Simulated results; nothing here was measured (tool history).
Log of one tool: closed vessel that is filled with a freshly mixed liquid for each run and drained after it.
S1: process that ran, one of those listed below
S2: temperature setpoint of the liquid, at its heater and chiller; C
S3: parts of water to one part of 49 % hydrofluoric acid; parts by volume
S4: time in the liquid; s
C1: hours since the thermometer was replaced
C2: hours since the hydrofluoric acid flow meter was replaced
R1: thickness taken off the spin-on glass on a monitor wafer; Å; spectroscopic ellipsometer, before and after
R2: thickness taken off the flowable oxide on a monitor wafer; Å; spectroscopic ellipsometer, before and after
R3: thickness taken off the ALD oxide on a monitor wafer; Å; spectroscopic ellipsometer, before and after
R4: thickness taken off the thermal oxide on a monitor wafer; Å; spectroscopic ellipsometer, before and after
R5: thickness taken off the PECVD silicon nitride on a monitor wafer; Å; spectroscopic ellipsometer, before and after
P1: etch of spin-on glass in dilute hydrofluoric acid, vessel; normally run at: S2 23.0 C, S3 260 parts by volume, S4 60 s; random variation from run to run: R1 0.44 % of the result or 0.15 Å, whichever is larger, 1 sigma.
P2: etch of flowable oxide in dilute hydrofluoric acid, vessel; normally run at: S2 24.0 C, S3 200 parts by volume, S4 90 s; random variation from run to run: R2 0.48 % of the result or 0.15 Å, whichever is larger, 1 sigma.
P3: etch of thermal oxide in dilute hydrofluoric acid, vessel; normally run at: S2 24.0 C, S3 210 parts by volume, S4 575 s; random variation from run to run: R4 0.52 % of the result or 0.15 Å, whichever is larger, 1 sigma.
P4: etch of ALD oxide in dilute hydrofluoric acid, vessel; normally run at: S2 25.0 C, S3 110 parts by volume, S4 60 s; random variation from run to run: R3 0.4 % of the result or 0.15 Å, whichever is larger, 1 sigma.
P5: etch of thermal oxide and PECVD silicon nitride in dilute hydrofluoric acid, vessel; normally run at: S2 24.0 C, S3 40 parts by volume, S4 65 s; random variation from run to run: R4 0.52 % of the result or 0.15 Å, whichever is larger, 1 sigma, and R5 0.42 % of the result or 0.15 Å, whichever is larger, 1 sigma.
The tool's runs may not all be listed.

run,hour,S1,S2,S3,S4,C1,C2,R1,R2,R3,R4,R5
1,6.6,P1,23.0,260,60,1582.3,464.7,53.377,,,,
2,14.4,P2,29.5,200,90,1590.1,472.5,,166.510,,,
3,18.6,P1,23.0,260,60,1594.3,476.7,54.351,,,,
4,23.4,P1,17.5,260,100,1599.1,481.5,73.087,,,,
5,28.6,P1,23.0,390,30,1604.3,486.7,15.936,,,,
6,33.3,P4,25.0,190,60,1609.0,491.4,,,74.307,,
7,38.5,P5,24.0,40,65,1614.2,496.6,,,,81.709,55.701
8,45.4,P3,17.0,210,575,1621.1,503.5,,,,96.157,
9,49.6,P4,25.0,110,30,1625.3,507.7,,,71.295,,
10,57.6,P1,23.0,420,60,1633.3,515.7,29.205,,,,
11,63.9,P3,24.0,210,305,1639.6,522.0,,,,66.387,
12,71.0,P1,23.0,260,60,1646.7,529.1,53.836,,,,
13,77.1,P2,24.0,200,30,1652.8,535.2,,45.427,,,
14,83.6,P5,24.0,25,65,1659.3,541.7,,,,133.060,87.569
15,92.4,P1,17.0,260,60,1668.1,550.5,43.816,,,,
16,99.3,P5,24.0,40,105,1675.0,557.4,,,,132.220,89.334
17,106.5,P1,23.0,260,30,1682.2,564.6,26.945,,,,
18,111.2,P1,27.0,260,60,1686.9,569.3,61.642,,,,
19,120.1,P4,25.0,110,60,1695.8,578.2,,,140.940,,
20,127.9,P2,24.0,200,90,1703.6,586.0,,135.080,,,
21,135.5,P1,23.0,260,60,1711.2,593.6,54.179,,,,
22,143.6,P2,24.0,110,90,1719.3,601.7,,273.890,,,
23,150.3,P1,23.0,260,110,1726.0,608.4,99.704,,,,
24,156.1,P3,24.0,310,575,1731.8,614.2,,,,76.192,
25,164.7,P1,23.0,260,60,1740.4,622.8,54.207,,,,
26,170.2,P5,17.0,40,65,1745.9,628.3,,,,61.028,33.811
27,178.0,P1,23.0,260,60,1753.7,636.1,53.948,,,,
28,182.2,P4,20.5,110,60,1757.9,640.3,,,118.730,,
29,190.2,P1,23.0,55,60,1765.9,648.3,319.580,,,,
30,197.5,P3,24.0,210,575,1773.2,655.6,,,,124.980,
31,202.5,P1,23.0,260,60,1778.2,660.6,54.533,,,,
32,210.4,P1,23.0,260,60,1786.1,668.5,55.112,,,,
33,216.9,P1,23.0,260,60,1792.6,675.0,56.138,,,,
34,223.2,P1,23.0,260,60,1798.9,681.3,56.289,,,,
35,231.8,P1,23.0,260,60,1807.5,689.9,56.471,,,,
36,236.6,P1,23.0,260,60,1812.3,694.7,56.946,,,,
37,240.5,P1,23.0,260,60,1816.2,698.6,57.096,,,,
38,248.9,P1,23.0,260,60,1824.6,707.0,57.269,,,,
39,256.0,P1,23.0,260,60,1831.7,714.1,57.194,,,,
40,262.5,P1,23.0,260,60,1838.2,720.6,56.956,,,,
41,270.9,P1,23.0,260,60,1846.6,729.0,56.845,,,,
42,275.9,P1,23.0,260,60,1851.6,734.0,56.986,,,,

What P1 gives has crept away from where it was. These 2 causes fit the log equally well, each at the size given:
A: hydrofluoric acid flow above the setpoint (%) = 4.92
B: liquid hotter than its thermometer reads (K) = 1.69
The creep began at about hour 202.5.

4 check runs are offered, one wafer each, their results left as question marks. Which one tells the causes apart?
check 1,280.9,P3,17.0,210,370,,,,,,?,
check 2,280.9,P2,24.0,125,90,,,,?,,,
check 3,280.9,P5,24.0,40,100,,,,,,?,?
check 4,280.9,P4,25.0,170,30,,,,,?,,

What each check would give under each cause:
check,result,if A,if B
check 1,R4,65.037,65.653
check 2,R2,249.840,252.410
check 3,R4,131.860,134.390
check 3,R5,89.342,95.530
check 4,R3,45.197,45.439
How far apart the two closest causes lie, in the result that separates them most: check 1 0.94 %; check 2 1.02 %; check 3 6.7 %; check 4 0.53 %
Check 3 tells the causes apart: in the others they would give nearly the same result.

Then check 3 was run and gave: R4 133.020 Å; R5 88.920 Å. Which cause is it?

It is A: hydrofluoric acid flow above the setpoint (%).
